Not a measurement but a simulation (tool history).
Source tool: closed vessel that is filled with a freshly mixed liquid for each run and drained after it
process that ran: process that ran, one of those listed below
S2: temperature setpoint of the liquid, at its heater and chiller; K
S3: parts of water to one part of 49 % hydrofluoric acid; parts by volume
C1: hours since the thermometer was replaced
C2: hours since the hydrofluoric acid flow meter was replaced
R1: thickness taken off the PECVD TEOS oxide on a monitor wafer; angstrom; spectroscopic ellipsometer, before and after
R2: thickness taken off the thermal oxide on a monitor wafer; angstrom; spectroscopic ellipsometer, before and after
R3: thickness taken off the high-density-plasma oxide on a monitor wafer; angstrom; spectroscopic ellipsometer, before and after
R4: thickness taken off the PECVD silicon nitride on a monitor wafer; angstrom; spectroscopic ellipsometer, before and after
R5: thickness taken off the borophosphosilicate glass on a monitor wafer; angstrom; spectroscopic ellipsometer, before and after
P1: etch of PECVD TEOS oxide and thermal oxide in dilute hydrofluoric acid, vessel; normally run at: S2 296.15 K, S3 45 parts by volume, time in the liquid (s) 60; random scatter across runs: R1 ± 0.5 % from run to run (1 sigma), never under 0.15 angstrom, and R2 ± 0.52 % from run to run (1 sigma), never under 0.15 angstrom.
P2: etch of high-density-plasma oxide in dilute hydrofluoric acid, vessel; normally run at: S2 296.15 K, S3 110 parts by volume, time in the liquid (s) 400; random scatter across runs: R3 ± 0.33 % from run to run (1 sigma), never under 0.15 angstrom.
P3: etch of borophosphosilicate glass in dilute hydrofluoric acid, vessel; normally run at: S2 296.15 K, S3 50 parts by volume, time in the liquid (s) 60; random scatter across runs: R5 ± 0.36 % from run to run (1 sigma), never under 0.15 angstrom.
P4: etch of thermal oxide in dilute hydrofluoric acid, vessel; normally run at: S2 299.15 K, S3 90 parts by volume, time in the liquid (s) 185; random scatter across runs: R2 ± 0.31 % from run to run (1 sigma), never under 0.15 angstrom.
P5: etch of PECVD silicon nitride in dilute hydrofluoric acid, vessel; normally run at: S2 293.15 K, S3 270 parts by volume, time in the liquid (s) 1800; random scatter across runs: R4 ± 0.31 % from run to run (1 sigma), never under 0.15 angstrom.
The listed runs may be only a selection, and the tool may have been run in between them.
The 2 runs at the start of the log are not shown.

Run 3, hour 26.6: process that ran P2, S2 296.15 K, S3 155 parts by volume, time in the liquid (s) 400; C1 920.6; C2 332.4. Result: R3 117.06 angstrom.
Run 4, hour 37.9: process that ran P1, S2 290.15 K, S3 75 parts by volume, time in the liquid (s) 60; C1 931.9; C2 343.7. Result: R1 72.944 angstrom, R2 30.844 angstrom.
Run 5, hour 49.3: process that ran P2, S2 296.15 K, S3 110 parts by volume, time in the liquid (s) 400; C1 943.3; C2 355.1. Result: R3 172.49 angstrom.
Run 6, hour 59.7: process that ran P5, S2 293.15 K, S3 160 parts by volume, time in the liquid (s) 1800; C1 953.7; C2 365.5. Result: R4 216.35 angstrom.
Run 7, hour 68.2: process that ran P4, S2 299.15 K, S3 90 parts by volume, time in the liquid (s) 185; C1 962.2; C2 374. Result: R2 106.55 angstrom.
Run 8, hour 83.5: process that ran P1, S2 296.15 K, S3 45 parts by volume, time in the liquid (s) 60; C1 977.5; C2 389.3. Result: R1 161.07 angstrom, R2 69.297 angstrom.
Run 9, hour 94.2: process that ran P4, S2 299.15 K, S3 90 parts by volume, time in the liquid (s) 30; C1 988.2; C2 400. Result: R2 17.344 angstrom.
Run 10, hour 106.3: process that ran P3, S2 296.15 K, S3 20 parts by volume, time in the liquid (s) 60; C1 1000.3; C2 412.1. Result: R5 1774.2 angstrom.
Run 11, hour 119.2: process that ran P4, S2 303.65 K, S3 90 parts by volume, time in the liquid (s) 185; C1 1013.2; C2 425. Result: R2 127.37 angstrom.
Run 12, hour 134.1: process that ran P1, S2 290.15 K, S3 45 parts by volume, time in the liquid (s) 60; C1 1028.1; C2 439.9. Result: R1 125.05 angstrom, R2 53.638 angstrom.
Run 13, hour 147.7: process that ran P1, S2 296.15 K, S3 45 parts by volume, time in the liquid (s) 60; C1 1041.7; C2 453.5. Result: R1 161.44 angstrom, R2 69.19 angstrom.
Run 14, hour 155.8: process that ran P3, S2 296.15 K, S3 50 parts by volume, time in the liquid (s) 95; C1 1049.8; C2 461.6. Result: R5 1092.5 angstrom.
Run 15, hour 169.2: process that ran P1, S2 296.15 K, S3 45 parts by volume, time in the liquid (s) 60; C1 1063.2; C2 475. Result: R1 159.84 angstrom, R2 69.298 angstrom.
Run 16, hour 177.4: process that ran P1, S2 296.15 K, S3 20 parts by volume, time in the liquid (s) 60; C1 1071.4; C2 483.2. Result: R1 374.55 angstrom, R2 160.36 angstrom.
At hour 188.8: hydrofluoric acid flow meter replaced.
Run 17, hour 190.8: process that ran P5, S2 293.15 K, S3 270 parts by volume, time in the liquid (s) 1800; C1 1084.8; C2 2.1. Result: R4 131.15 angstrom.
Run 18, hour 204.1: process that ran P1, S2 296.15 K, S3 45 parts by volume, time in the liquid (s) 30; C1 1098.1; C2 15.4. Result: R1 81.062 angstrom, R2 34.826 angstrom.
Run 19, hour 217.2: process that ran P2, S2 296.15 K, S3 110 parts by volume, time in the liquid (s) 45; C1 1111.2; C2 28.5. Result: R3 19.678 angstrom.
Run 20, hour 228.1: process that ran P5, S2 293.15 K, S3 270 parts by volume, time in the liquid (s) 1800; C1 1122.1; C2 39.4. Result: R4 131.7 angstrom.
Run 21, hour 241.8: process that ran P1, S2 302.15 K, S3 45 parts by volume, time in the liquid (s) 60; C1 1135.8; C2 53.1. Result: R1 207.84 angstrom, R2 87.66 angstrom.
Run 22, hour 257.6: process that ran P1, S2 296.15 K, S3 80 parts by volume, time in the liquid (s) 60; C1 1151.6; C2 68.9. Result: R1 87.254 angstrom, R2 37.224 angstrom.
Run 23, hour 270.4: process that ran P1, S2 296.15 K, S3 45 parts by volume, time in the liquid (s) 60; C1 1164.4; C2 81.7. Result: R1 162.1 angstrom, R2 69.514 angstrom.

Run 24 is up next; what results do you expect?
Run 24, hour 287.8: process that ran P5, S2 290.15 K, S3 270 parts by volume, time in the liquid (s) 1800; C1 1181.8; C2 99.1. Result: R4 ?.

Logged for run 24: R4 107.66 angstrom.
